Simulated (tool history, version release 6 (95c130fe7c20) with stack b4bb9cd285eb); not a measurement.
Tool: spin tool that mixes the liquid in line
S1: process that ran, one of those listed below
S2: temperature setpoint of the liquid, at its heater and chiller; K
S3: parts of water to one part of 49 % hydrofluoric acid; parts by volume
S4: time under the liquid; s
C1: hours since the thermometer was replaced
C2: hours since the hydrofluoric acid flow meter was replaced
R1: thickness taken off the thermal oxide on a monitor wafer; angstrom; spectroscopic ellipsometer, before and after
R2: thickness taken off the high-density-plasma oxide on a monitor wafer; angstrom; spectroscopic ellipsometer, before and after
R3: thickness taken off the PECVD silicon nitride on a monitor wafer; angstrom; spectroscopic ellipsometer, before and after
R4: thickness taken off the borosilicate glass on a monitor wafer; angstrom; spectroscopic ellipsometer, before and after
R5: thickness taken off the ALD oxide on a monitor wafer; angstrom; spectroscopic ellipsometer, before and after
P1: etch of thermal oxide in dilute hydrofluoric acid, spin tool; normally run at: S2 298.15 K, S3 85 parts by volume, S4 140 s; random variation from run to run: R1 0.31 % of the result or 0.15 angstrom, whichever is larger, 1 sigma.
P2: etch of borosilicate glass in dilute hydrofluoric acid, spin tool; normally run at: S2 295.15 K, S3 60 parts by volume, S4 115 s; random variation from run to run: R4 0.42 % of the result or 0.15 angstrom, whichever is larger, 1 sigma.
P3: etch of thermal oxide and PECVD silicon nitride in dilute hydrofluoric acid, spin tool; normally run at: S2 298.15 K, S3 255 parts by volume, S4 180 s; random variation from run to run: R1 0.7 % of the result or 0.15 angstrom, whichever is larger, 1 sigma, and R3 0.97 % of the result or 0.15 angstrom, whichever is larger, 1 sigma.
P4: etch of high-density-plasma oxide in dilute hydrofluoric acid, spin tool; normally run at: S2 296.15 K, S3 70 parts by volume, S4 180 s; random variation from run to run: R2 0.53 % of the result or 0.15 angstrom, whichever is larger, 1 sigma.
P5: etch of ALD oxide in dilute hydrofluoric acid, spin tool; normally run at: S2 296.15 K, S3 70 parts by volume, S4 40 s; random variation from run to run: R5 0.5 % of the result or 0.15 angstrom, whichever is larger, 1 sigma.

{"run": 1, "hour": 17.9, "S1": "P1", "S2": 298.15, "S3": 85, "S4": 140, "C1": 1649.2, "C2": 88.3, "R1": 81.487}
{"run": 2, "hour": 27.0, "S1": "P1", "S2": 298.15, "S3": 85, "S4": 140, "C1": 1658.3, "C2": 97.4, "R1": 82.27}
{"run": 3, "hour": 38.1, "S1": "P1", "S2": 298.15, "S3": 85, "S4": 50, "C1": 1669.4, "C2": 108.5, "R1": 29.381}
{"run": 4, "hour": 49.4, "S1": "P4", "S2": 296.15, "S3": 70, "S4": 315, "C1": 1680.7, "C2": 119.8, "R2": 243.42}
{"run": 5, "hour": 58.5, "S1": "P1", "S2": 298.15, "S3": 85, "S4": 260, "C1": 1689.8, "C2": 128.9, "R1": 151.49}
{"run": 6, "hour": 67.9, "S1": "P1", "S2": 298.15, "S3": 55, "S4": 140, "C1": 1699.2, "C2": 138.3, "R1": 132.18}
{"run": 7, "hour": 82.7, "S1": "P4", "S2": 290.15, "S3": 70, "S4": 180, "C1": 1714.0, "C2": 153.1, "R2": 107.8}
{"run": 8, "hour": 100.9, "S1": "P1", "S2": 298.15, "S3": 85, "S4": 140, "C1": 1732.2, "C2": 171.3, "R1": 82.542}
{"run": 9, "hour": 113.7, "S1": "P4", "S2": 296.15, "S3": 20, "S4": 180, "C1": 1745.0, "C2": 184.1, "R2": 519.51}
{"run": 10, "hour": 127.9, "S1": "P3", "S2": 291.15, "S3": 255, "S4": 180, "C1": 1759.2, "C2": 198.3, "R1": 22.532, "R3": 16.577}
{"run": 11, "hour": 136.9, "S1": "P1", "S2": 298.15, "S3": 115, "S4": 140, "C1": 1768.2, "C2": 207.3, "R1": 57.997}
{"run": 12, "hour": 154.4, "S1": "P1", "S2": 290.65, "S3": 85, "S4": 140, "C1": 1785.7, "C2": 224.8, "R1": 60.395}
{"run": 13, "hour": 166.4, "S1": "P2", "S2": 295.15, "S3": 95, "S4": 115, "C1": 1797.7, "C2": 236.8, "R4": 272.81}
{"run": 14, "hour": 175.7, "S1": "P3", "S2": 298.15, "S3": 160, "S4": 180, "C1": 1807.0, "C2": 246.1, "R1": 51.617, "R3": 42.208}
{"run": 15, "hour": 187.2, "S1": "P2", "S2": 290.15, "S3": 60, "S4": 115, "C1": 1818.5, "C2": 257.6, "R4": 360.84}
{"run": 16, "hour": 196.1, "S1": "P4", "S2": 296.15, "S3": 70, "S4": 180, "C1": 1827.4, "C2": 266.5, "R2": 138.46}
{"run": 17, "hour": 213.0, "S1": "P1", "S2": 291.65, "S3": 85, "S4": 270, "C1": 1844.3, "C2": 283.4, "R1": 121.97}
{"run": 18, "hour": 228.7, "S1": "P1", "S2": 298.15, "S3": 85, "S4": 140, "C1": 1860.0, "C2": 299.1, "R1": 81.908}
{"run": 19, "hour": 244.6, "S1": "P3", "S2": 298.15, "S3": 255, "S4": 335, "C1": 1875.9, "C2": 315.0, "R1": 53.751, "R3": 49.278}
{"run": 20, "hour": 255.1, "S1": "P5", "S2": 296.15, "S3": 115, "S4": 40, "C1": 1886.4, "C2": 325.5, "R5": 68.282}
{"run": 21, "hour": 266.6, "S1": "P3", "S2": 298.15, "S3": 255, "S4": 180, "C1": 1897.9, "C2": 337.0, "R1": 28.617, "R3": 26.001}
{"run": 22, "hour": 279.1, "S1": "P2", "S2": 295.15, "S3": 60, "S4": 115, "C1": 1910.4, "C2": 349.5, "R4": 449.09}
{"run": 23, "hour": 294.6, "S1": "P2", "S2": 295.15, "S3": 60, "S4": 45, "C1": 1925.9, "C2": 365.0, "R4": 174.01}
{"run": 24, "hour": 306.8, "S1": "P5", "S2": 296.15, "S3": 70, "S4": 60, "C1": 1938.1, "C2": 377.2, "R5": 179.98}
{"run": 25, "hour": 317.8, "S1": "P5", "S2": 301.15, "S3": 70, "S4": 40, "C1": 1949.1, "C2": 388.2, "R5": 146.23}
{"hour": 322.3, "done": "hydrofluoric acid flow meter replaced"}
{"run": 26, "hour": 334.8, "S1": "P1", "S2": 304.15, "S3": 85, "S4": 50, "C1": 1966.1, "C2": 12.5, "R1": 36.904}
{"run": 27, "hour": 342.9, "S1": "P5", "S2": 296.15, "S3": 70, "S4": 40, "C1": 1974.2, "C2": 20.6, "R5": 121.3}
{"run": 28, "hour": 354.2, "S1": "P2", "S2": 295.15, "S3": 60, "S4": 115, "C1": 1985.5, "C2": 31.9, "R4": 446.56}
{"run": 29, "hour": 367.4, "S1": "P1", "S2": 302.15, "S3": 85, "S4": 140, "C1": 1998.7, "C2": 45.1, "R1": 95.434}
{"run": 30, "hour": 382.9, "S1": "P4", "S2": 296.15, "S3": 70, "S4": 180, "C1": 2014.2, "C2": 60.6, "R2": 137.87}
{"run": 31, "hour": 397.2, "S1": "P1", "S2": 298.15, "S3": 85, "S4": 140, "C1": 2028.5, "C2": 74.9, "R1": 81.912}
{"run": 32, "hour": 408.3, "S1": "P1", "S2": 298.15, "S3": 85, "S4": 140, "C1": 2039.6, "C2": 86.0, "R1": 79.143}
{"run": 33, "hour": 417.2, "S1": "P1", "S2": 298.15, "S3": 85, "S4": 140, "C1": 2048.5, "C2": 94.9, "R1": 77.949}
{"run": 34, "hour": 429.7, "S1": "P1", "S2": 298.15, "S3": 85, "S4": 140, "C1": 2061.0, "C2": 107.4, "R1": 76.371}
{"run": 35, "hour": 438.4, "S1": "P1", "S2": 298.15, "S3": 85, "S4": 140, "C1": 2069.7, "C2": 116.1, "R1": 75.409}
{"run": 36, "hour": 446.9, "S1": "P1", "S2": 298.15, "S3": 85, "S4": 140, "C1": 2078.2, "C2": 124.6, "R1": 75.575}
{"run": 37, "hour": 455.0, "S1": "P1", "S2": 298.15, "S3": 85, "S4": 140, "C1": 2086.3, "C2": 132.7, "R1": 75.438}
{"run": 38, "hour": 468.9, "S1": "P1", "S2": 298.15, "S3": 85, "S4": 140, "C1": 2100.2, "C2": 146.6, "R1": 75.605}
{"run": 39, "hour": 480.4, "S1": "P1", "S2": 298.15, "S3": 85, "S4": 140, "C1": 2111.7, "C2": 158.1, "R1": 75.253}

The output of P1 has drifted from where it used to be. Each of the 2 causes below, taken at the size shown beside it, accounts for the log equally well:
A: liquid colder than its thermometer reads (K) = 2.17
B: hydrofluoric acid flow below the setpoint (%) = 7.48
At approximately hour 397.2, the process output began to creep.

Each of the check runs listed below is run on 2 wafers and reports their average, with the results left as question marks. Pick the one under which the possible causes would lead to clearly different results.
{"run": "check 1", "hour": 491.9, "S1": "P3", "S2": 293.65, "S3": 255, "S4": 255, "R1": "?", "R3": "?"}
{"run": "check 2", "hour": 491.9, "S1": "P2", "S2": 292.15, "S3": 80, "S4": 115, "R4": "?"}
{"run": "check 3", "hour": 491.9, "S1": "P4", "S2": 292.15, "S3": 70, "S4": 245, "R2": "?"}
{"run": "check 4", "hour": 491.9, "S1": "P5", "S2": 299.65, "S3": 70, "S4": 40, "R5": "?"}

How each check would come out, cause by cause:
check=check_1 result=R1 if_A=32.291 if_B=31.805
check=check_1 result=R3 if_A=24.452 if_B=26.098
check=check_2 result=R4 if_A=263.67 if_B=265.50
check=check_3 result=R2 if_A=145.75 if_B=146.97
check=check_4 result=R5 if_A=126.500 if_B=126.680
Smallest distance between any two causes, each pair judged by its most separating result, in per cent: check 1 6.51 %; check 2 0.69 %; check 3 0.83 %; check 4 0.14 %
Only in check 1 would the causes give clearly different results; in the remaining checks their results would be nearly the same.

Check 1 has now been run. It gave: R1 31.907 angstrom; R3 24.544 angstrom. Which of the candidate causes is it?

Of the candidate causes, it is A: liquid colder than its thermometer reads (K).
